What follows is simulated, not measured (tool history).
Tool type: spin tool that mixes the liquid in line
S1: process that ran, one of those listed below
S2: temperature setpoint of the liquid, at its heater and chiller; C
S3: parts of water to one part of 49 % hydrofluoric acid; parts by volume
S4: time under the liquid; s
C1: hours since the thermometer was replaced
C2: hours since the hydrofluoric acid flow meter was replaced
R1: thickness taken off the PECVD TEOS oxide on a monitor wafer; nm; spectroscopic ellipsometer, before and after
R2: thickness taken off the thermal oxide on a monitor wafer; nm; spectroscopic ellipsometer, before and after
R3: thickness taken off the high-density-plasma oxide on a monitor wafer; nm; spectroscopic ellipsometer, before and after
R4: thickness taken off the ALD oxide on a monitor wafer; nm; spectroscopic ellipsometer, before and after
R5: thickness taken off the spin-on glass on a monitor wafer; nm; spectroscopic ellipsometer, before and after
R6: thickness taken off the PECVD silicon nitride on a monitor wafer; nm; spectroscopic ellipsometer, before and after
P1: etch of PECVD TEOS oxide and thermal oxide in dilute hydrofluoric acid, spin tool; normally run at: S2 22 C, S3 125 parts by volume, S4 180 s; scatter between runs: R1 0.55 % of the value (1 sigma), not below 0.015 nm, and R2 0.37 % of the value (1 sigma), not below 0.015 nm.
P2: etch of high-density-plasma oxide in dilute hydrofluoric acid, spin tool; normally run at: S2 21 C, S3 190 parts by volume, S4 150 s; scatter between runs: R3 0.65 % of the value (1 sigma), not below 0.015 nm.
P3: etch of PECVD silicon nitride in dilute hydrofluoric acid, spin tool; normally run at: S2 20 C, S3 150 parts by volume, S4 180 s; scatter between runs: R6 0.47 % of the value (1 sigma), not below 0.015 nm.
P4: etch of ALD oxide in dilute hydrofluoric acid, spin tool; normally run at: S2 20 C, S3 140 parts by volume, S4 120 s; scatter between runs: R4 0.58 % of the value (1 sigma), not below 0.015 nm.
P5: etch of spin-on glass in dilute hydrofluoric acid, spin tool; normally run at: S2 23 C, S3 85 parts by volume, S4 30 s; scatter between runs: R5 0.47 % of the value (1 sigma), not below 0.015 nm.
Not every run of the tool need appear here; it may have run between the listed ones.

run   hour  S1  S2   S3   S4     C1     C2      R1      R2      R3      R4      R5      R6
  1   10.3  P1  22  125  180  491.1  695.3  11.107   5.872
  2   25.1  P1  22   75  180  505.9  710.1  19.389  10.453
  3   35.3  P2  21  190  150  516.1  720.3                  4.0091
  4   43.4  P4  20   80  120  524.2  728.4                          13.549
  5   52.4  P5  18   85   30  533.2  737.4                                  6.2902
  6     64  P4  20  140  120  544.8    749                          7.2255
  7     72  P5  23   85   15  552.8    757                                  3.8388
  8   84.8  P1  22  125  365  565.6  769.8  22.374  11.908
  9   97.2  P2  27  190  150    578  782.2                   4.964
 10    114  P4  20  140  220  594.8    799                          13.068
 11  124.8  P2  21  300  150  605.6  809.8                  2.2918
 12  132.4  P5  23   85   30  613.2  817.4                                  7.6358
 13    144  P1  17  125  180  624.8    829  9.0403  4.8027
 14  160.9  P1  17  125  295  641.7  845.9  14.709  7.8705
 15  169.4  P3  20  150  180  650.2  854.4                                          4.5433
 16  185.4  P3  20  150   75  666.2  870.4                                          1.8814
 17  195.4  P1  22  125  180  676.2  880.4  11.019  5.8987
 18  208.9  P1  22  125  180  689.7  893.9   10.98  5.8491
 19  224.2  P1  29  125  180    705  909.2  14.322  7.7035
 20  238.7  P3  20  150  180  719.5  923.7                                          4.5157
 21  252.8  P1  22  125  180  733.6  937.8  11.058  5.8972
 22  268.4  P1  26   45  180  749.2  953.4  39.619  21.278
 23  276.2  P3  20  255  180    757  961.2                                          2.6719

Run 24, settings as shown, results not yet in. Your forecast:
 24   289  P5  23  125  30  769.8  974                   ?

Run 24 measured R5 4.9686 nm.
